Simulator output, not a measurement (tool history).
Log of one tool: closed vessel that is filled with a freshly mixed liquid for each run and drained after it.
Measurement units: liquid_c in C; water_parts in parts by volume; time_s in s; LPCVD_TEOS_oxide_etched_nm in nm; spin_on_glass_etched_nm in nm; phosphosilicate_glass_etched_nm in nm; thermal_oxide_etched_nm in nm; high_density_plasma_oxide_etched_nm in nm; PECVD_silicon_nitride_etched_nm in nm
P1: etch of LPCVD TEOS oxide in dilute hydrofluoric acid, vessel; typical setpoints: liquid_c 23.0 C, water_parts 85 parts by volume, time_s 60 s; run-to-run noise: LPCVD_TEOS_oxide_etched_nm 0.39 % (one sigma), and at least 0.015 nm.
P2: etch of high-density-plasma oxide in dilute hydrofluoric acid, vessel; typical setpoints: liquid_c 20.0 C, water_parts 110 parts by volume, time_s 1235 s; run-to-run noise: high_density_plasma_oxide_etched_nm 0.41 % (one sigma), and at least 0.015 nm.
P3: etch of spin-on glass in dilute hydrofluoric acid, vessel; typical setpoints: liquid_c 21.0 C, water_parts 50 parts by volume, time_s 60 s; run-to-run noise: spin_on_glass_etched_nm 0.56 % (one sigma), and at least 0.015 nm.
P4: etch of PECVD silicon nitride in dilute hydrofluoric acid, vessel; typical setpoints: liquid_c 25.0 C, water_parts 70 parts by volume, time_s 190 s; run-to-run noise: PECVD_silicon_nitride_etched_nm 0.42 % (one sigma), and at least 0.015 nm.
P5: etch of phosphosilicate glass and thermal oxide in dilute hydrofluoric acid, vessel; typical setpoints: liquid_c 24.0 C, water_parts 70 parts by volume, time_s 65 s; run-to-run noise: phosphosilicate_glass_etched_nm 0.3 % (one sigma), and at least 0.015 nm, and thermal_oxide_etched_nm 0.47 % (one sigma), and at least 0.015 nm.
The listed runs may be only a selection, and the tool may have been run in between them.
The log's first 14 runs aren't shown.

run   hour  process  liquid_c  water_parts  time_s  LPCVD_TEOS_oxide_etched_nm  spin_on_glass_etched_nm  phosphosilicate_glass_etched_nm  thermal_oxide_etched_nm  high_density_plasma_oxide_etched_nm  PECVD_silicon_nitride_etched_nm
 15  107.5       P1      23.0           25      60                     141.060
 16  115.6       P5      19.5           70      65                                                                                47.756                   3.9896
 17  125.5       P2      27.0          110    1235                                                                                                                                              64.214
 18  134.9       P1      23.0           85      60                      38.342
 19  143.7       P4      25.0           70     190                                                                                                                                                                               5.7462
 20  151.9       P2      20.0          110    1235                                                                                                                                              48.234
 21  160.4       P1      23.0           85      60                      38.260
 22  165.3       P1      23.0           85      30                      19.242
 23  171.6       P4      33.0           70     190                                                                                                                                                                               9.6254
 24  180.7       P1      19.0           85      60                      32.632
 25  188.6       P4      25.0           40     190                                                                                                                                                                               9.9941
 26  197.8       P3      28.0           50      60                                               62.300
 27  202.3       P5      24.0           70      30                                                                                26.592                   2.2127
 28  209.0       P1      23.0          120     110                      48.109

What will run 29 give?
 29  214.9       P4      25.0           70      85                                                                                                                                                                                    ?

{"run 29": {"PECVD_silicon_nitride_etched_nm": 2.5558}}
